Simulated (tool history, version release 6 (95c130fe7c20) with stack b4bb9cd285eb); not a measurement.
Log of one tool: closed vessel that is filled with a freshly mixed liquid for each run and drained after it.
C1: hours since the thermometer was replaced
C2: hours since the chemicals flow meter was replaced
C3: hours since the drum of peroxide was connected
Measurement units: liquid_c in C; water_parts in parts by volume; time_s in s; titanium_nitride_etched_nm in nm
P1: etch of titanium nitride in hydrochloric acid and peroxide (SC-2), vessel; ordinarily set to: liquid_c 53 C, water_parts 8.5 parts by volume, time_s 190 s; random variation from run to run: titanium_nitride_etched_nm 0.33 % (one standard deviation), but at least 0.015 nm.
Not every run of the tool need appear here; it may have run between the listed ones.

Run 1, hour 10.1: liquid_c 53 C, water_parts 8.5 parts by volume, time_s 190 s; C1 428.2; C2 1102.5; C3 993.8. Result: titanium_nitride_etched_nm 6.2667 nm.
Run 2, hour 26.8: liquid_c 39.5 C, water_parts 8.5 parts by volume, time_s 190 s; C1 444.9; C2 1119.2; C3 1010.5. Result: titanium_nitride_etched_nm 2.508 nm.
Run 3, hour 41.4: liquid_c 53 C, water_parts 13 parts by volume, time_s 190 s; C1 459.5; C2 1133.8; C3 1025.1. Result: titanium_nitride_etched_nm 4.3734 nm.
Run 4, hour 52.6: liquid_c 53 C, water_parts 8.5 parts by volume, time_s 190 s; C1 470.7; C2 1145; C3 1036.3. Result: titanium_nitride_etched_nm 6.2341 nm.
At hour 66.7: chemicals flow meter replaced.
Run 5, hour 68.9: liquid_c 53 C, water_parts 8.5 parts by volume, time_s 190 s; C1 487; C2 2.3; C3 1052.6. Result: titanium_nitride_etched_nm 6.2123 nm.
Run 6, hour 77.7: liquid_c 53 C, water_parts 8.5 parts by volume, time_s 375 s; C1 495.8; C2 11.1; C3 1061.4. Result: titanium_nitride_etched_nm 12.326 nm.
Run 7, hour 87: liquid_c 53 C, water_parts 4 parts by volume, time_s 190 s; C1 505.1; C2 20.4; C3 1070.7. Result: titanium_nitride_etched_nm 10.899 nm.
Run 8, hour 102.2: liquid_c 53 C, water_parts 8.5 parts by volume, time_s 30 s; C1 520.3; C2 35.6; C3 1085.9. Result: titanium_nitride_etched_nm 0.98682 nm.
Run 9, hour 111.4: liquid_c 53 C, water_parts 8.5 parts by volume, time_s 190 s; C1 529.5; C2 44.8; C3 1095.1. Result: titanium_nitride_etched_nm 6.2196 nm.
Run 10, hour 119.6: liquid_c 68.5 C, water_parts 8.5 parts by volume, time_s 190 s; C1 537.7; C2 53; C3 1103.3. Result: titanium_nitride_etched_nm 16.392 nm.
Run 11, hour 131.1: liquid_c 61.5 C, water_parts 8.5 parts by volume, time_s 85 s; C1 549.2; C2 64.5; C3 1114.8. Result: titanium_nitride_etched_nm 4.7918 nm.
Run 12, hour 145.8: liquid_c 60.5 C, water_parts 5 parts by volume, time_s 190 s; C1 563.9; C2 79.2; C3 1129.5. Result: titanium_nitride_etched_nm 15.205 nm.
Run 13, hour 160.5: liquid_c 53 C, water_parts 8.5 parts by volume, time_s 190 s; C1 578.6; C2 93.9; C3 1144.2. Result: titanium_nitride_etched_nm 6.248 nm.
Run 14, hour 170.5: liquid_c 53 C, water_parts 8.5 parts by volume, time_s 190 s; C1 588.6; C2 103.9; C3 1154.2. Result: titanium_nitride_etched_nm 6.4109 nm.
Run 15, hour 180.1: liquid_c 53 C, water_parts 8.5 parts by volume, time_s 190 s; C1 598.2; C2 113.5; C3 1163.8. Result: titanium_nitride_etched_nm 6.5199 nm.
Run 16, hour 192.4: liquid_c 53 C, water_parts 8.5 parts by volume, time_s 190 s; C1 610.5; C2 125.8; C3 1176.1. Result: titanium_nitride_etched_nm 6.5576 nm.
Run 17, hour 207.2: liquid_c 53 C, water_parts 8.5 parts by volume, time_s 190 s; C1 625.3; C2 140.6; C3 1190.9. Result: titanium_nitride_etched_nm 6.6259 nm.
Run 18, hour 222.8: liquid_c 53 C, water_parts 8.5 parts by volume, time_s 190 s; C1 640.9; C2 156.2; C3 1206.5. Result: titanium_nitride_etched_nm 6.7404 nm.
Run 19, hour 236.7: liquid_c 53 C, water_parts 8.5 parts by volume, time_s 190 s; C1 654.8; C2 170.1; C3 1220.4. Result: titanium_nitride_etched_nm 6.7287 nm.
Run 20, hour 247.7: liquid_c 53 C, water_parts 8.5 parts by volume, time_s 190 s; C1 665.8; C2 181.1; C3 1231.4. Result: titanium_nitride_etched_nm 6.7629 nm.
Run 21, hour 262.5: liquid_c 53 C, water_parts 8.5 parts by volume, time_s 190 s; C1 680.6; C2 195.9; C3 1246.2. Result: titanium_nitride_etched_nm 6.7555 nm.
Run 22, hour 271.1: liquid_c 53 C, water_parts 8.5 parts by volume, time_s 190 s; C1 689.2; C2 204.5; C3 1254.8. Result: titanium_nitride_etched_nm 6.8009 nm.
Run 23, hour 289: liquid_c 53 C, water_parts 8.5 parts by volume, time_s 190 s; C1 707.1; C2 222.4; C3 1272.7. Result: titanium_nitride_etched_nm 6.8014 nm.
Run 24, hour 297.8: liquid_c 53 C, water_parts 8.5 parts by volume, time_s 190 s; C1 715.9; C2 231.2; C3 1281.5. Result: titanium_nitride_etched_nm 6.7927 nm.

P1 no longer gives what it gave before; its output has crept away from where it was. The following 2 causes, each at its listed size, fit the log equally well:
A: chemicals flow above the setpoint (%) = 11.3
B: liquid hotter than its thermometer reads (K) = 1.32
At approximately hour 160.5, the process output began to creep.
All other causes, with the reason each is excluded:
peroxide weaker than its label (%): at most 8, which would move titanium_nitride_etched_nm by -7.3 %: too little, or the wrong way

Which of the check runs below tells the causes apart, meaning the causes would give it clearly different results? Each run uses 2 wafers whose results are averaged, and each result is shown as a question mark.
Run check 1, hour 306.6: liquid_c 61 C, water_parts 8.5 parts by volume, time_s 190 s. Result: titanium_nitride_etched_nm ?.
Run check 2, hour 306.6: liquid_c 39.5 C, water_parts 4 parts by volume, time_s 190 s. Result: titanium_nitride_etched_nm ?.
Run check 3, hour 306.6: liquid_c 60.5 C, water_parts 8.5 parts by volume, time_s 260 s. Result: titanium_nitride_etched_nm ?.
Run check 4, hour 306.6: liquid_c 43.5 C, water_parts 8.5 parts by volume, time_s 370 s. Result: titanium_nitride_etched_nm ?.

What each check would give under each cause:
  check                      result    if A    if B
check 1  titanium_nitride_etched_nm  11.314  11.271
check 2  titanium_nitride_etched_nm  4.6509  4.7618
check 3  titanium_nitride_etched_nm  15.006  14.953
check 4  titanium_nitride_etched_nm  6.9653  7.0038
Distance between the nearest two causes, measured in the result of the check that separates them most: check 1 0.38 %; check 2 2.36 %; check 3 0.35 %; check 4 0.55 %
The other checks would show nearly matching results whichever cause is true, so check 2 is the only one that separates the causes.

Check 2 was carried out, with these results: titanium_nitride_etched_nm 4.6777 nm. Which of the listed causes is responsible?

The correct cause is A, namely: chemicals flow above the setpoint (%).
